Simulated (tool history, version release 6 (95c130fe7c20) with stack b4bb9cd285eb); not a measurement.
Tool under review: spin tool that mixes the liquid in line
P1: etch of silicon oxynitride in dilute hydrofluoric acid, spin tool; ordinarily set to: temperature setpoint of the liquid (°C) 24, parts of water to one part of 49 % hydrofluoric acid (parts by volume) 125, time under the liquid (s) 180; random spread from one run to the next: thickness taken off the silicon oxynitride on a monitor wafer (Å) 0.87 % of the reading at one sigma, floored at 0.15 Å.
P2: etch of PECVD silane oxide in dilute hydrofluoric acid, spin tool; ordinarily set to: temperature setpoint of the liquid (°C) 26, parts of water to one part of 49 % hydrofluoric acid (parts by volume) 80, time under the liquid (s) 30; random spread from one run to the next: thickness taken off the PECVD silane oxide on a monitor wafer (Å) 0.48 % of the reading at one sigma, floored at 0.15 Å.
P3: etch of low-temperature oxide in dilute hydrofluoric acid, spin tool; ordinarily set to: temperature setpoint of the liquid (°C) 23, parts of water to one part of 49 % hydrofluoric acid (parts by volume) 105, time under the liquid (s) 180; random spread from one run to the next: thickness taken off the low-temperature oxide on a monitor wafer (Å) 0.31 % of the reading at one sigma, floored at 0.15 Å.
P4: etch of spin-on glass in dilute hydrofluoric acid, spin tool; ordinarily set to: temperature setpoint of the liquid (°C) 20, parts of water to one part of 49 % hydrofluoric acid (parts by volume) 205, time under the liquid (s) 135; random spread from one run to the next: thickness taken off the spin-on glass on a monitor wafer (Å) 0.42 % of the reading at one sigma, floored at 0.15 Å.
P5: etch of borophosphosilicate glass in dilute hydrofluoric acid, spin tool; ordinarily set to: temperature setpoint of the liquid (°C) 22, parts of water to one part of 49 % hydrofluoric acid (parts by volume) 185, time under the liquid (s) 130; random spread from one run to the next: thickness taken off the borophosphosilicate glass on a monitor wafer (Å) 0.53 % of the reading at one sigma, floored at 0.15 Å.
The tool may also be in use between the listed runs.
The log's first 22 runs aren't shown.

run,hour,process that ran,temperature setpoint of the liquid (°C),parts of water to one part of 49 % hydrofluoric acid (parts by volume),time under the liquid (s),hours since the thermometer was replaced,hours since the hydrofluoric acid flow meter was replaced,thickness taken off the silicon oxynitride on a monitor wafer (Å),thickness taken off the PECVD silane oxide on a monitor wafer (Å),thickness taken off the spin-on glass on a monitor wafer (Å),thickness taken off the borophosphosilicate glass on a monitor wafer (Å),thickness taken off the low-temperature oxide on a monitor wafer (Å)
23,84.3,P3,17,105,180,593,496.6,,,,,235.27
24,88.4,P2,26,20,30,597.1,500.7,,552.75,,,
25,92.2,P1,24,125,30,600.9,504.5,5.6171,,,,
26,96.8,P2,26,80,30,605.5,509.1,,126.77,,,
27,99.9,P5,22,305,130,608.6,512.2,,,,103.13,
28,103.6,P1,24,125,180,612.3,515.9,31.132,,,,
29,106.1,P5,22,185,130,614.8,518.4,,,,190.53,
30,109.8,P4,17,205,135,618.5,522.1,,,166.44,,

Run 31 comes next. What will it give?
31,113.3,P1,24,125,260,622,525.6,?,,,,

thickness taken off the silicon oxynitride on a monitor wafer (Å): 44.479
